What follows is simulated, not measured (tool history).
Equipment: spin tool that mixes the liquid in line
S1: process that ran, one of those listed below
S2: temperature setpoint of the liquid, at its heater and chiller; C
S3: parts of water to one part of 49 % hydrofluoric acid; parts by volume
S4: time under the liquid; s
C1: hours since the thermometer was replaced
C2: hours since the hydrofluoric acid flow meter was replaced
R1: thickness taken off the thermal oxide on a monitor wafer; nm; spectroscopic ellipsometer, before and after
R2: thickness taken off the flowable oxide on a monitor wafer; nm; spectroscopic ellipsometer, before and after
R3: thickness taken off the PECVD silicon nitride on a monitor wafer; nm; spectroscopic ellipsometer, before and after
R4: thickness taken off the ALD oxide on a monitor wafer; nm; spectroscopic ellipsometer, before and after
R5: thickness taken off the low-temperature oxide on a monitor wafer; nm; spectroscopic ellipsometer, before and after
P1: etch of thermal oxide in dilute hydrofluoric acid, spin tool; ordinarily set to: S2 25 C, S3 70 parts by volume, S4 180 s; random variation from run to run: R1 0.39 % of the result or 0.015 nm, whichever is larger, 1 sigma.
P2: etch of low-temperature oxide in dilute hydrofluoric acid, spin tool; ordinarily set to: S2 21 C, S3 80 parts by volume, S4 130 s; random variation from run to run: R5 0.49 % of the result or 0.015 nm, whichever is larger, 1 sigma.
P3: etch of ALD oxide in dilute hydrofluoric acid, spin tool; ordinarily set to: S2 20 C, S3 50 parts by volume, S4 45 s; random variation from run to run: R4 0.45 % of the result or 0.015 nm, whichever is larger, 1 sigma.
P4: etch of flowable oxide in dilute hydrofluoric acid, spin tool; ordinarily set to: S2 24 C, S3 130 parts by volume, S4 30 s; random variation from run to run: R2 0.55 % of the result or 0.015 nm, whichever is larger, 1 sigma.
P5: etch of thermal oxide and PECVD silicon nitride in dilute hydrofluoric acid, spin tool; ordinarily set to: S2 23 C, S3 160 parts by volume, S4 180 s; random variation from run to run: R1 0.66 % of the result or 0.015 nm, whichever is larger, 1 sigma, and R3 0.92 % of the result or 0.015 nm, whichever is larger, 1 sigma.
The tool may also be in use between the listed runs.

run   hour  S1    S2   S3   S4     C1     C2       R1      R2      R3      R4      R5
  1    8.3  P1    25   70  180  167.4  270.2   12.548
  2   18.6  P4    24  130   30  177.7  280.5           9.0334
  3   27.6  P5    29  160  180  186.7  289.5    5.493          3.3075
  4   39.1  P3    17   50   45  198.2    301                           6.9973
  5   52.7  P2    21   80  130  211.8  314.6                                    52.41
  6   66.4  P4    24  130   30  225.5  328.3           8.8811
  7     74  P2  28.5   80  130  233.1  335.9                                    70.66
  8   86.8  P5    23  160  295  245.9  348.7   7.3606          3.6619
  9   97.9  P4    24  130   15    257  359.8            4.457
 10  110.1  P1  20.5   70  180  269.2    372   10.403
 11  118.1  P3    20   50   15  277.2    380                           2.6756
 12  128.9  P1    25   70  180    288  390.8   12.507
 13  135.6  P1    25   70  315  294.7  397.5   21.811
 14  143.5  P4    31  130   30  302.6  405.4           11.522
 15  156.7  P5    23  160  180  315.8  418.6    4.441          2.3039
 16  165.6  P1    25   20  180  324.7  427.5   47.002
 17    174  P1    18   70   15  333.1  435.9  0.78825
       180  -- hydrofluoric acid flow meter replaced
 18  181.6  P1    25   70   75  340.7    1.6   5.2045
 19  191.9  P1    25   70  180    351   11.9   12.491
 20  204.1  P1  20.5   70  250  363.2   24.1   14.364
 21  217.9  P1    25  125  180    377   37.9    6.459
 22  225.1  P3    20   50   45  384.2   45.1                           7.9178
 23    236  P1    25   70  180  395.1     56   12.536
 24  248.8  P2    21   25  130  407.9   68.8                                   178.75
 25    258  P5    23   80  180  417.1     78   9.7052          4.6229
 26  270.8  P4    24  230   30  429.9   90.8           4.5048
 27  283.7  P3    20   50   45  442.8  103.7                           7.9794
 28  296.5  P2    21   80  220  455.6  116.5                                   88.109
 29  307.4  P1    25   70  180  466.5  127.4   12.511
 30  320.8  P3    20   80   45  479.9  140.8                           4.7811
 31  335.4  P1    33   70  180  494.5  155.4   16.958
 32    350  P2    21   80  130  509.1    170                                   52.191
 33  363.9  P1    25   70  180    523  183.9   12.575
 34  378.4  P1    25   70  180  537.5  198.4   12.979
 35  391.1  P1    25   70  180  550.2  211.1   13.355
 36    404  P1    25   70  180  563.1    224   13.376
 37  413.1  P1    25   70  180  572.2  233.1   13.411
 38  426.7  P1    25   70  180  585.8  246.7   13.595
 39  434.9  P1    25   70  180    594  254.9   13.605
 40  444.8  P1    25   70  180  603.9  264.8   13.574
 41  453.9  P1    25   70  180    613  273.9   13.615
 42  467.1  P1    25   70  180  626.2  287.1   13.718
 43  476.8  P1    25   70  180  635.9  296.8   13.752
 44  486.9  P1    25   70  180    646  306.9   13.674

Compared with where it was, what P1 gives has crept away. Each cause listed below fits the log as well as the rest, at the size given for it:
A: hydrofluoric acid flow above the setpoint (%) = 8.67
B: liquid hotter than its thermometer reads (K) = 2.28
The onset of the drift is placed at about hour 363.9.

Which of the check runs below tells the causes apart, meaning the causes would give it clearly different results? Each run uses 2 wafers whose results are averaged, and each result is shown as a question mark.
check 1   497  P2  21   80  130                           ?
check 2   497  P4  24  130   30               ?
check 3   497  P3  20   50   45                       ?
check 4   497  P5  23  160  180           ?       ?

Outcome of each check run for each possible cause:
  check  result    if A    if B
check 1      R5  57.226  57.368
check 2      R2  9.8176  9.7395
check 3      R4  8.6901    8.76
check 4      R1  4.8957  4.8424
check 4      R3  2.4899  2.6553
How far apart the two closest causes lie, in the result that separates them most: check 1 0.25 %; check 2 0.8 %; check 3 0.8 %; check 4 6.43 %
Only in check 4 would the causes give clearly different results; in the remaining checks their results would be nearly the same.

The results of check 4 are: R1 4.8726 nm; R3 2.4905 nm. Based on these, which of the listed causes is it?

A is the cause: hydrofluoric acid flow above the setpoint (%).

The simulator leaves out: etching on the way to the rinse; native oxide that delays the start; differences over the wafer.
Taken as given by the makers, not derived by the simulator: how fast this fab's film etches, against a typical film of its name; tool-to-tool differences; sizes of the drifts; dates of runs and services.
